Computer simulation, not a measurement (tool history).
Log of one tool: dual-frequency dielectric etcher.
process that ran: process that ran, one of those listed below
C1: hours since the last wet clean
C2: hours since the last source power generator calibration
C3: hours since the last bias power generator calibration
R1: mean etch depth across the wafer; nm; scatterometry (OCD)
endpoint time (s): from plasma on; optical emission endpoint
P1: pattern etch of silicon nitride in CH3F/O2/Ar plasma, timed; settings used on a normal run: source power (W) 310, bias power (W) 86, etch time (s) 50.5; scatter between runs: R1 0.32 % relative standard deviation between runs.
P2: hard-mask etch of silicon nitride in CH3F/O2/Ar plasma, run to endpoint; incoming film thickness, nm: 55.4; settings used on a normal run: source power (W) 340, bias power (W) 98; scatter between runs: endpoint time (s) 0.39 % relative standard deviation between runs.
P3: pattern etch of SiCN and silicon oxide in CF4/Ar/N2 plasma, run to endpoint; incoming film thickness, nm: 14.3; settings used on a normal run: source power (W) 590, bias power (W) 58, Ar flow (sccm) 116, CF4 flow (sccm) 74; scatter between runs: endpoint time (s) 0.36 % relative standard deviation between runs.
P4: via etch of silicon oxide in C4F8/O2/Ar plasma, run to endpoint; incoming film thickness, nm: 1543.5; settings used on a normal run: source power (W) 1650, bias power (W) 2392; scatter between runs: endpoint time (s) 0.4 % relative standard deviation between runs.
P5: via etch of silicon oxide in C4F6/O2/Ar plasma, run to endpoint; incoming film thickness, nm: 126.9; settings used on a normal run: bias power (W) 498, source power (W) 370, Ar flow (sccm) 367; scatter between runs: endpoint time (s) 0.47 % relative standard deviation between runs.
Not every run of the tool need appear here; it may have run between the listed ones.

{"run": 1, "hour": 8.4, "process that ran": "P1", "source power (W)": 310, "bias power (W)": 86, "etch time (s)": 50.5, "C1": 345.1, "C2": 1173.5, "C3": 422.9, "R1": 32.975}
{"run": 2, "hour": 16.6, "process that ran": "P1", "source power (W)": 310, "bias power (W)": 86, "etch time (s)": 50.5, "C1": 353.3, "C2": 1181.7, "C3": 431.1, "R1": 33.06}
{"run": 3, "hour": 26.4, "process that ran": "P2", "source power (W)": 260, "bias power (W)": 98, "C1": 363.1, "C2": 1191.5, "C3": 440.9, "endpoint time (s)": 85.089}
{"run": 4, "hour": 36.3, "process that ran": "P4", "source power (W)": 1650, "bias power (W)": 1394, "C1": 373, "C2": 1201.4, "C3": 450.8, "endpoint time (s)": 357.58}
{"run": 5, "hour": 45.2, "process that ran": "P1", "source power (W)": 310, "bias power (W)": 115, "etch time (s)": 50.5, "C1": 381.9, "C2": 1210.3, "C3": 459.7, "R1": 36.746}
{"run": 6, "hour": 51.9, "process that ran": "P1", "source power (W)": 310, "bias power (W)": 86, "etch time (s)": 50.5, "C1": 388.6, "C2": 1217, "C3": 466.4, "R1": 33.136}
{"hour": 56.4, "done": "wet clean of the chamber"}
{"run": 7, "hour": 57.2, "process that ran": "P3", "source power (W)": 590, "bias power (W)": 71, "Ar flow (sccm)": 116, "CF4 flow (sccm)": 74, "C1": 0.9, "C2": 1222.3, "C3": 471.7, "endpoint time (s)": 13.071}
{"run": 8, "hour": 62.5, "process that ran": "P3", "source power (W)": 590, "bias power (W)": 58, "Ar flow (sccm)": 116, "CF4 flow (sccm)": 102, "C1": 6.2, "C2": 1227.6, "C3": 477, "endpoint time (s)": 13.177}
{"run": 9, "hour": 72.4, "process that ran": "P1", "source power (W)": 410, "bias power (W)": 86, "etch time (s)": 50.5, "C1": 16.1, "C2": 1237.5, "C3": 486.9, "R1": 36.711}
{"run": 10, "hour": 82.0, "process that ran": "P1", "source power (W)": 310, "bias power (W)": 86, "etch time (s)": 37, "C1": 25.7, "C2": 1247.1, "C3": 496.5, "R1": 24.109}
{"run": 11, "hour": 91.0, "process that ran": "P1", "source power (W)": 310, "bias power (W)": 49, "etch time (s)": 50.5, "C1": 34.7, "C2": 1256.1, "C3": 505.5, "R1": 27.307}
{"run": 12, "hour": 100.7, "process that ran": "P5", "source power (W)": 370, "bias power (W)": 498, "Ar flow (sccm)": 367, "C1": 44.4, "C2": 1265.8, "C3": 515.2, "endpoint time (s)": 29.792}
{"run": 13, "hour": 105.8, "process that ran": "P4", "source power (W)": 2340, "bias power (W)": 2392, "C1": 49.5, "C2": 1270.9, "C3": 520.3, "endpoint time (s)": 267.71}
{"run": 14, "hour": 112.6, "process that ran": "P3", "source power (W)": 810, "bias power (W)": 58, "Ar flow (sccm)": 116, "CF4 flow (sccm)": 74, "C1": 56.3, "C2": 1277.7, "C3": 527.1, "endpoint time (s)": 10.56}
{"run": 15, "hour": 119.2, "process that ran": "P5", "source power (W)": 460, "bias power (W)": 498, "Ar flow (sccm)": 367, "C1": 62.9, "C2": 1284.3, "C3": 533.7, "endpoint time (s)": 27.484}
{"run": 16, "hour": 129.5, "process that ran": "P1", "source power (W)": 310, "bias power (W)": 86, "etch time (s)": 50.5, "C1": 73.2, "C2": 1294.6, "C3": 544, "R1": 33.064}
{"run": 17, "hour": 139.1, "process that ran": "P1", "source power (W)": 220, "bias power (W)": 86, "etch time (s)": 50.5, "C1": 82.8, "C2": 1304.2, "C3": 553.6, "R1": 29.033}
{"run": 18, "hour": 149.1, "process that ran": "P3", "source power (W)": 590, "bias power (W)": 58, "Ar flow (sccm)": 75, "CF4 flow (sccm)": 74, "C1": 92.8, "C2": 1314.2, "C3": 563.6, "endpoint time (s)": 13.05}
{"run": 19, "hour": 156.5, "process that ran": "P1", "source power (W)": 310, "bias power (W)": 86, "etch time (s)": 73, "C1": 100.2, "C2": 1321.6, "C3": 571, "R1": 47.824}
{"run": 20, "hour": 161.9, "process that ran": "P5", "source power (W)": 370, "bias power (W)": 498, "Ar flow (sccm)": 262, "C1": 105.6, "C2": 1327, "C3": 576.4, "endpoint time (s)": 28.716}
{"run": 21, "hour": 169.6, "process that ran": "P2", "source power (W)": 340, "bias power (W)": 98, "C1": 113.3, "C2": 1334.7, "C3": 584.1, "endpoint time (s)": 77.452}
{"run": 22, "hour": 179.7, "process that ran": "P2", "source power (W)": 340, "bias power (W)": 119, "C1": 123.4, "C2": 1344.8, "C3": 594.2, "endpoint time (s)": 71.778}
{"run": 23, "hour": 184.4, "process that ran": "P1", "source power (W)": 440, "bias power (W)": 54, "etch time (s)": 50.5, "C1": 128.1, "C2": 1349.5, "C3": 598.9, "R1": 32.285}
{"run": 24, "hour": 193.8, "process that ran": "P1", "source power (W)": 200, "bias power (W)": 118, "etch time (s)": 50.5, "C1": 137.5, "C2": 1358.9, "C3": 608.3, "R1": 31.853}
{"run": 25, "hour": 201.2, "process that ran": "P3", "source power (W)": 590, "bias power (W)": 58, "Ar flow (sccm)": 116, "CF4 flow (sccm)": 74, "C1": 144.9, "C2": 1366.3, "C3": 615.7, "endpoint time (s)": 13.952}
{"run": 26, "hour": 206.8, "process that ran": "P4", "source power (W)": 1650, "bias power (W)": 2392, "C1": 150.5, "C2": 1371.9, "C3": 621.3, "endpoint time (s)": 307.08}

Predict the results of run 27:
{"run": 27, "hour": 215.4, "process that ran": "P5", "source power (W)": 370, "bias power (W)": 398, "Ar flow (sccm)": 367, "C1": 159.1, "C2": 1380.5, "C3": 629.9, "endpoint time (s)": "?"}

{"run 27": {"endpoint time (s)": 32.031}}
